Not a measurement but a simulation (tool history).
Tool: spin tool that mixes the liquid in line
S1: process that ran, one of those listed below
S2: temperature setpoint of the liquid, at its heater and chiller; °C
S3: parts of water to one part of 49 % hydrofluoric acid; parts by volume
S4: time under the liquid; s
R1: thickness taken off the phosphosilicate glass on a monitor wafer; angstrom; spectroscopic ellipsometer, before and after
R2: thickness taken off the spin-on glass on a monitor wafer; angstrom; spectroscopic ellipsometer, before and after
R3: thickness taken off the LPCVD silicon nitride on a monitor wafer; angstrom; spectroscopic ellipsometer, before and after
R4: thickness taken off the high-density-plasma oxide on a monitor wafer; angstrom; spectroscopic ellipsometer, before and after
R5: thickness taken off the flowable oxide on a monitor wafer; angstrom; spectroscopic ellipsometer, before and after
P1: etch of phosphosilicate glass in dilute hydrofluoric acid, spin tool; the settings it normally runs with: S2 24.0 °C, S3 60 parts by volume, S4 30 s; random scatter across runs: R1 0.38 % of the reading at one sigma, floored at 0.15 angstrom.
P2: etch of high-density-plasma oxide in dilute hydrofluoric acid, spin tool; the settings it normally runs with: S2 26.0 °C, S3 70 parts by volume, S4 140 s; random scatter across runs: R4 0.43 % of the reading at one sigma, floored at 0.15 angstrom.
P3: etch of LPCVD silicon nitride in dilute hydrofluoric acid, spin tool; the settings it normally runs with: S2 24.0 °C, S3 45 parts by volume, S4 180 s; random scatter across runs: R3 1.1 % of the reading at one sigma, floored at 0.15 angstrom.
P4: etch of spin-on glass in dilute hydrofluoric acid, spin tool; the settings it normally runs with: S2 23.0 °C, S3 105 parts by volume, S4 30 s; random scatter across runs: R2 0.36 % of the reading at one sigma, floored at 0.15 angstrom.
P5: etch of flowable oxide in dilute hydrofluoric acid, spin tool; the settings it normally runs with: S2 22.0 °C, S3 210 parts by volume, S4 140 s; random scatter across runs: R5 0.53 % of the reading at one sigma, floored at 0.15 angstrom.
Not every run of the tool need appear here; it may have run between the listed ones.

run   hour  S1    S2   S3   S4       R1       R2      R3       R4       R5
  1    3.3  P1  24.0   60   30   985.02
  2    5.6  P1  29.0   30   30  2524.80
  3    8.3  P4  23.0  105   30           118.800
  4   12.4  P3  24.0   75  180                    10.384
  5   14.5  P4  23.0  105   15            59.195
  6   18.5  P1  24.0   60   30   986.38
  7   20.6  P2  26.0   70  275                            330.300
  8   23.9  P1  24.0  100   30   559.66
  9   26.4  P1  31.5   60   30  1327.60
 10   29.7  P5  22.0  210  140                                      377.56
 11   34.0  P2  26.0   70  140                            167.280
 12   36.1  P5  22.0  210  140                                      374.65
 13   39.5  P4  23.0  140   30            85.360
 14   44.4  P3  24.0   45  325                    31.444
 15   47.9  P5  22.0  210  225                                      605.04
 16   52.7  P1  24.0   30   30  2048.50
 17   55.7  P5  22.0   45  140                                     2119.20
 18   60.6  P3  20.5   45  180                    13.596
 19   64.3  P4  17.0  105   30            92.387
 20   66.6  P3  24.0   45  180                    17.151
 21   68.9  P1  24.0   60   15   492.04
 22   71.5  P3  24.0   45  180                    17.354
 23   74.7  P5  27.0  210  140                                      451.00
 24   78.2  P1  27.5   85   30   772.15
      80.5  -- hydrofluoric acid flow meter replaced
 25   81.9  P2  19.0   70  140                            124.610
 26   86.8  P1  24.0   60   30   984.47
 27   90.4  P1  24.0   60   30   984.64
 28   93.0  P1  24.0   60   30   989.22
 29   97.4  P1  19.0   60   30   803.90
 30  100.8  P1  27.5   60   15   567.12
 31  103.4  P2  26.0  115  140                             96.299
 32  108.1  P1  24.0   60   60  1949.20
 33  112.9  P1  24.0   60   30   991.11
 34  115.0  P1  24.0   60   30  1013.90

Run 35 has not been measured yet. What should we expect?
 35  117.4  P1  24.0  60  30   ?

{"run 35": {"R1": 1039.9}}
